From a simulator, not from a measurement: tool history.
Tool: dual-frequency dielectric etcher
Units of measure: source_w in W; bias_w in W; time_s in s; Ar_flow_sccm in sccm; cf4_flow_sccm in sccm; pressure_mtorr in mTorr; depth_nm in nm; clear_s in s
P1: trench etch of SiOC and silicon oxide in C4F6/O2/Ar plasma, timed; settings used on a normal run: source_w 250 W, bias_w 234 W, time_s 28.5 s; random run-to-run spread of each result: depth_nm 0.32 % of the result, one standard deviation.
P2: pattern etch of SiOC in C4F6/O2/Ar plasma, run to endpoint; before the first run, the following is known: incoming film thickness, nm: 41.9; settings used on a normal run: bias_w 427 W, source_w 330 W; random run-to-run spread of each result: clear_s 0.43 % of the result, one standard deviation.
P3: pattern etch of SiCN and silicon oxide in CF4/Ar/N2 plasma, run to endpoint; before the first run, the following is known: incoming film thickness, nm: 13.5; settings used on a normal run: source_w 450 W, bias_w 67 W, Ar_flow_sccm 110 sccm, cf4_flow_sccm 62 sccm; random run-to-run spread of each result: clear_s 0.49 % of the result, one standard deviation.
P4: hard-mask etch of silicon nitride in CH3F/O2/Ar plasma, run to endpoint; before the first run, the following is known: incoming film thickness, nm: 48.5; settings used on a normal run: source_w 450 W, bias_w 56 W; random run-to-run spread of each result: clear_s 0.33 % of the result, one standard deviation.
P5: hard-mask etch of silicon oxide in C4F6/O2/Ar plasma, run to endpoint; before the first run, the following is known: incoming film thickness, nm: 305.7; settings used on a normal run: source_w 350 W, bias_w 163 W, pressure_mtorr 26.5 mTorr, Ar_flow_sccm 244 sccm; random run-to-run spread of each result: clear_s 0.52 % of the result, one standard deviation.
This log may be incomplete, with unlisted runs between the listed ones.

run   hour  process  source_w  bias_w  time_s  Ar_flow_sccm  cf4_flow_sccm  pressure_mtorr  depth_nm  clear_s
  1    4.3       P1       250     234    28.5                                                 52.040
  2   13.6       P1       250     234    28.5                                                 52.020
  3   22.8       P3       530      67                   110             62                             13.666
  4   29.0       P1       250     234    28.5                                                 52.108
  5   33.8       P3       450      67                   110             62                             15.714
  6   41.1       P4       600      56                                                                  65.286
  7   46.5       P5       420     163                   244                           26.5             96.577
  8   51.2       P3       450      67                   110             48                             16.376
  9   57.2       P1       250     234    28.5                                                 52.110
 10   61.7       P2       330     427                                                                  16.427
 11   67.3       P5       350     163                   244                           36.0            107.990
 12   76.9       P5       350     163                   288                           26.5            107.430
 13   83.9       P1       190     234    28.5                                                 46.907
 14   88.9       P1       300     234    28.5                                                 55.437
 15   96.4       P3       450      67                   149             62                             16.515
 16  104.6       P2       330     427                                                                  16.276
 17  111.3       P2       260     427                                                                  17.764
 18  116.3       P3       450      67                   110             62                             15.981
 19  124.5       P5       350     163                   244                           26.5            104.090
 20  129.8       P1       250     153    28.5                                                 45.383
 21  134.3       P1       250     234    28.5                                                 52.273
 22  139.7       P4       450      56                                                                  73.209
 23  149.1       P1       250     289    28.5                                                 55.940
 24  153.7       P5       350     163                   244                           26.5            103.720
 25  162.1       P1       290     144    28.5                                                 47.360
 26  171.1       P1       250     234    28.5                                                 52.160

For run 27, what comes out?
 27  178.0       P4       450      40                                                                       ?

{"run 27": {"clear_s": 81.574}}
